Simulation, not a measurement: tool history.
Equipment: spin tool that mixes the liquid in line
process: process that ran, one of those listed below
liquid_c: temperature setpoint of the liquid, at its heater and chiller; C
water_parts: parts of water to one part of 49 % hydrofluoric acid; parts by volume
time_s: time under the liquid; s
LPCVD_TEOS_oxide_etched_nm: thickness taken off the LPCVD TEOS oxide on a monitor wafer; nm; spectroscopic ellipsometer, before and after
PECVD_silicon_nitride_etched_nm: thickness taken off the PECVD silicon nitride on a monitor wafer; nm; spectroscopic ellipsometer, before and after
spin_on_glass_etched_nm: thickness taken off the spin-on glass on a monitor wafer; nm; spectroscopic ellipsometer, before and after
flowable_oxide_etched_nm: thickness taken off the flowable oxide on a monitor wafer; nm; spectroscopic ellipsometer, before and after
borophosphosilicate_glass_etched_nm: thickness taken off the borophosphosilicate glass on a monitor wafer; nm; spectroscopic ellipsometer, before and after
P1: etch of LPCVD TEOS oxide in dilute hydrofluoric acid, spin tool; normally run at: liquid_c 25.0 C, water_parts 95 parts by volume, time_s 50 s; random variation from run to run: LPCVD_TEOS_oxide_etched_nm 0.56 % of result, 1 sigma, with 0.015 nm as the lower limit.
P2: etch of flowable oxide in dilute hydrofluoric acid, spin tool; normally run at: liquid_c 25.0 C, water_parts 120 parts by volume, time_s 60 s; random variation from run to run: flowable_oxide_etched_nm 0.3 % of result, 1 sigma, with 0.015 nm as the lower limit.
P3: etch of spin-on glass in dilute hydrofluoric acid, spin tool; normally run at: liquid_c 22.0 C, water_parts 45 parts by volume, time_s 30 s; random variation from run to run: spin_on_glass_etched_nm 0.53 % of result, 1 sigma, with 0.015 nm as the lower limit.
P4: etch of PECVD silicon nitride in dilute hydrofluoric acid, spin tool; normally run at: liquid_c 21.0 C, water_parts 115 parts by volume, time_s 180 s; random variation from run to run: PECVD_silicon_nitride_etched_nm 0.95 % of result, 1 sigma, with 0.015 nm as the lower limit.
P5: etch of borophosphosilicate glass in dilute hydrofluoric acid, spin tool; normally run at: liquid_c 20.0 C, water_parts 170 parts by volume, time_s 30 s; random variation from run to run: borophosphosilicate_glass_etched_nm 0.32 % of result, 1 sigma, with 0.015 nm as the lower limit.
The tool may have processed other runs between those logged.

run,hour,process,liquid_c,water_parts,time_s,LPCVD_TEOS_oxide_etched_nm,PECVD_silicon_nitride_etched_nm,spin_on_glass_etched_nm,flowable_oxide_etched_nm,borophosphosilicate_glass_etched_nm
1,15.6,P1,25.0,95,50,22.0920,,,,
2,25.3,P4,21.0,115,55,,0.70116,,,
3,36.8,P1,25.0,165,50,11.6800,,,,
4,44.9,P3,22.0,70,30,,,13.780,,
5,58.3,P2,25.0,120,20,,,,4.593,
6,69.2,P2,33.0,120,60,,,,18.477,
7,79.4,P1,25.0,95,50,22.0550,,,,
8,97.2,P2,25.0,120,60,,,,13.737,
9,109.4,P1,21.0,95,50,18.5480,,,,
10,125.3,P3,22.0,45,30,,,22.166,,
11,141.4,P4,21.0,30,180,,8.37230,,,
12,157.0,P1,31.0,95,50,27.4120,,,,
13,173.6,P5,20.0,170,30,,,,,8.5211
14,189.7,P5,20.0,170,60,,,,,17.0520
15,207.0,P2,25.0,120,60,,,,13.637,
16,224.7,P4,21.0,115,180,,2.26360,,,
17,240.3,P5,17.0,170,30,,,,,7.5750
18,252.2,P1,25.0,95,50,22.0370,,,,
19,266.3,P1,30.5,60,50,45.5330,,,,
20,278.8,P2,25.0,30,60,,,,61.261,
21,291.2,P3,25.5,45,30,,,25.572,,
22,301.9,P1,25.0,95,50,21.8660,,,,
23,312.9,P5,20.0,285,30,,,,,4.5801
24,321.0,P1,25.0,50,50,44.4460,,,,
25,329.3,P4,17.0,115,180,,1.74150,,,
26,338.0,P1,25.0,95,50,21.7960,,,,
27,346.3,P1,25.0,95,50,22.0330,,,,
28,361.5,P1,25.0,95,75,33.0140,,,,
29,370.3,P3,22.0,45,45,,,32.808,,
30,378.9,P1,25.0,95,15,6.5622,,,,
31,388.9,P3,22.0,45,30,,,21.959,,
32,400.3,P1,25.0,95,50,21.7800,,,,
33,416.7,P1,25.0,95,50,21.4870,,,,
34,433.2,P1,25.0,95,50,21.1890,,,,
35,446.5,P1,25.0,95,50,21.1390,,,,
36,458.9,P1,25.0,95,50,20.8420,,,,
37,472.2,P1,25.0,95,50,20.8050,,,,
38,485.4,P1,25.0,95,50,20.7610,,,,
39,502.7,P1,25.0,95,50,20.6740,,,,
40,518.1,P1,25.0,95,50,20.7860,,,,

Something has made what P1 gives creep away from where it was; the 2 causes below, each at its own stated size, fit the log equally well:
A: hydrofluoric acid flow below the setpoint (%) = 5.47
B: liquid colder than its thermometer reads (K) = 1.6
The onset of the drift is placed at about hour 400.3.

Which of the check runs below tells the causes apart, meaning the causes would give it clearly different results? Each run uses 2 wafers whose results are averaged, and each result is shown as a question mark.
check 1,533.5,P5,20.0,170,45,,,,,?
check 2,533.5,P2,30.5,40,60,,,,?,
check 3,533.5,P4,21.0,75,180,,?,,,
check 4,533.5,P3,22.0,70,30,,,?,,

How each check would come out, cause by cause:
check,result,if A,if B
check 1,borophosphosilicate_glass_etched_nm,11.9640,11.9970
check 2,flowable_oxide_etched_nm,53.478,53.278
check 3,PECVD_silicon_nitride_etched_nm,3.27340,3.09870
check 4,spin_on_glass_etched_nm,12.974,12.908
Distance between the nearest two causes, measured in the result of the check that separates them most: check 1 0.28 %; check 2 0.38 %; check 3 5.48 %; check 4 0.52 %
Only in check 3 would the causes give clearly different results; in the remaining checks their results would be nearly the same.

Check 3 has now been run. It gave: PECVD_silicon_nitride_etched_nm 3.07980 nm. Which of the candidate causes is it?

It was cause B: liquid colder than its thermometer reads (K).

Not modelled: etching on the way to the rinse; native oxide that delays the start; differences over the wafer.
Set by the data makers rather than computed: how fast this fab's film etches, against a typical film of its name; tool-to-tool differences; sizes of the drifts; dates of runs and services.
